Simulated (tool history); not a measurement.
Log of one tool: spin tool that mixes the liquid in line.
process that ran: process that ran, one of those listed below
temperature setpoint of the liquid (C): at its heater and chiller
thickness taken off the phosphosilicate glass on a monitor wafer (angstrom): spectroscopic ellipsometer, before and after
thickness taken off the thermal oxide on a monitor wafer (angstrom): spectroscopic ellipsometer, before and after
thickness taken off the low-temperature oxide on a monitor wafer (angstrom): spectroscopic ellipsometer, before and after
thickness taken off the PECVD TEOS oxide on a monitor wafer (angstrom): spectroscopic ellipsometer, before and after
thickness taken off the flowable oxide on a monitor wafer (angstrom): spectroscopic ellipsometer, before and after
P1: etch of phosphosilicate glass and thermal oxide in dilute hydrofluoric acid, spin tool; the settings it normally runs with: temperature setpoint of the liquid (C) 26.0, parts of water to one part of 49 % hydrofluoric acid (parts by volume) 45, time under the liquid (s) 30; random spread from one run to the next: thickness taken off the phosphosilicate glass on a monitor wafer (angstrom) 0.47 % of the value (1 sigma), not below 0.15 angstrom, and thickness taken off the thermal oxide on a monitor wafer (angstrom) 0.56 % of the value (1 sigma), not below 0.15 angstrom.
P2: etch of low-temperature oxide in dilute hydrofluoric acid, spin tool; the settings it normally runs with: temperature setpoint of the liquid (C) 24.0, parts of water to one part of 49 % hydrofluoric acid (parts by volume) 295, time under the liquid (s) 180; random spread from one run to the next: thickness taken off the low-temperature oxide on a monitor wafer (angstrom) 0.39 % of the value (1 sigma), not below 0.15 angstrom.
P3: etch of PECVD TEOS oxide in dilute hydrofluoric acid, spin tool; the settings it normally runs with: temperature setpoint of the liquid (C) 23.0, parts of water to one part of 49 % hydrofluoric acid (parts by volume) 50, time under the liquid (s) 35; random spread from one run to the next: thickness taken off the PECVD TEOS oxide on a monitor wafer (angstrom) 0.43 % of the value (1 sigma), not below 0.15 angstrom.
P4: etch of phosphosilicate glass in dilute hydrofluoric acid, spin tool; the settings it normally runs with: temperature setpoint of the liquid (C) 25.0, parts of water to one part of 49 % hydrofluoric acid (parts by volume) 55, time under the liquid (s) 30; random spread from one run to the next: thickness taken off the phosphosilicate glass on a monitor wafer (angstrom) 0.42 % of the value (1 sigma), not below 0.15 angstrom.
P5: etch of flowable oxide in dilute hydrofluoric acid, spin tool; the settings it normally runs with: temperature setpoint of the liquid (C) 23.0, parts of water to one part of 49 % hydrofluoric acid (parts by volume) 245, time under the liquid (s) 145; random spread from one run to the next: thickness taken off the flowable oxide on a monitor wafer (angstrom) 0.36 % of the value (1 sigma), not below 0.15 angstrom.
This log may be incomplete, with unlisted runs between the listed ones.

run,hour,process that ran,temperature setpoint of the liquid (C),parts of water to one part of 49 % hydrofluoric acid (parts by volume),time under the liquid (s),thickness taken off the phosphosilicate glass on a monitor wafer (angstrom),thickness taken off the thermal oxide on a monitor wafer (angstrom),thickness taken off the low-temperature oxide on a monitor wafer (angstrom),thickness taken off the PECVD TEOS oxide on a monitor wafer (angstrom),thickness taken off the flowable oxide on a monitor wafer (angstrom)
1,10.5,P1,26.0,45,30,1168.80,37.212,,,
2,21.0,P1,21.5,45,30,983.31,30.501,,,
3,34.4,P2,24.0,185,180,,,310.190,,
4,49.5,P1,26.0,45,30,1171.80,36.944,,,
5,64.4,P3,17.0,50,35,,,,118.43,
6,77.8,P1,33.5,45,15,788.92,24.848,,,
7,87.9,P1,33.5,45,60,3169.70,100.440,,,
8,98.5,P2,24.0,295,95,,,91.317,,
9,106.6,P4,25.0,55,65,1003.70,,,,
10,114.5,P1,26.0,45,15,588.54,18.499,,,
11,126.1,P3,23.0,20,35,,,,397.33,
12,133.5,P5,23.0,65,145,,,,,1537.50
13,146.8,P2,24.0,295,180,,,173.100,,
14,162.1,P5,23.0,245,260,,,,,597.62
15,175.5,P1,31.5,45,30,1459.70,45.957,,,
16,188.9,P3,23.0,50,55,,,,241.21,
17,195.7,P1,26.0,60,30,865.52,27.592,,,
18,210.0,P4,17.0,55,30,334.52,,,,
19,225.4,P4,25.0,90,30,274.14,,,,
20,234.5,P1,31.5,45,15,733.70,23.273,,,
21,245.6,P3,23.0,50,35,,,,151.74,
22,256.4,P1,26.0,45,30,1183.90,37.152,,,
23,267.6,P1,26.0,45,50,1948.80,61.895,,,
24,281.2,P1,26.0,20,30,2767.60,86.202,,,
25,292.0,P3,23.0,50,35,,,,153.08,
26,304.4,P5,23.0,245,145,,,,,333.56
27,319.9,P1,26.0,45,30,1176.00,37.816,,,
28,335.4,P4,25.0,55,30,469.31,,,,
29,349.9,P2,31.5,295,180,,,221.350,,
30,362.6,P1,26.0,45,30,1175.30,37.019,,,
31,370.3,P5,31.0,245,145,,,,,436.49
32,382.7,P1,26.0,45,30,1179.50,37.377,,,
33,396.2,P1,26.0,45,30,1210.50,38.887,,,
34,408.4,P1,26.0,45,30,1225.10,38.960,,,
35,415.2,P1,26.0,45,30,1239.10,39.487,,,
36,429.1,P1,26.0,45,30,1250.70,39.364,,,
37,438.2,P1,26.0,45,30,1253.90,39.755,,,
38,452.8,P1,26.0,45,30,1246.70,40.403,,,
39,464.8,P1,26.0,45,30,1268.50,39.751,,,
40,479.9,P1,26.0,45,30,1262.80,39.903,,,

P1 has crept away from where it was. The log is fitted equally well by each of these 2 causes, at the sizes shown:
A: hydrofluoric acid flow above the setpoint (%) = 6.6
B: liquid hotter than its thermometer reads (K) = 1.68
The drift started at roughly hour 382.7.

Question marks stand in for the results of the 4 check runs listed below, each run on one wafer. Under which run would the listed causes show clearly different results?
check 1,495.0,P3,23.0,20,55,,,,?,
check 2,495.0,P2,30.0,295,180,,,?,,
check 3,495.0,P5,23.0,75,145,,,,,?
check 4,495.0,P4,18.5,55,30,?,,,,

What each check would give under each cause:
check,result,if A,if B
check 1,thickness taken off the PECVD TEOS oxide on a monitor wafer (angstrom),669.17,672.77
check 2,thickness taken off the low-temperature oxide on a monitor wafer (angstrom),230.540,223.610
check 3,thickness taken off the flowable oxide on a monitor wafer (angstrom),1413.00,1410.50
check 4,thickness taken off the phosphosilicate glass on a monitor wafer (angstrom),381.37,382.73
Smallest distance between any two causes, each pair judged by its most separating result, in per cent: check 1 0.54 %; check 2 3.06 %; check 3 0.18 %; check 4 0.35 %
Check 2 tells the causes apart: in the others they would give nearly the same result.

Running check 2 produced the following: thickness taken off the low-temperature oxide on a monitor wafer (angstrom) 229.580. Which one of the listed causes fits?

A is the cause: hydrofluoric acid flow above the setpoint (%).

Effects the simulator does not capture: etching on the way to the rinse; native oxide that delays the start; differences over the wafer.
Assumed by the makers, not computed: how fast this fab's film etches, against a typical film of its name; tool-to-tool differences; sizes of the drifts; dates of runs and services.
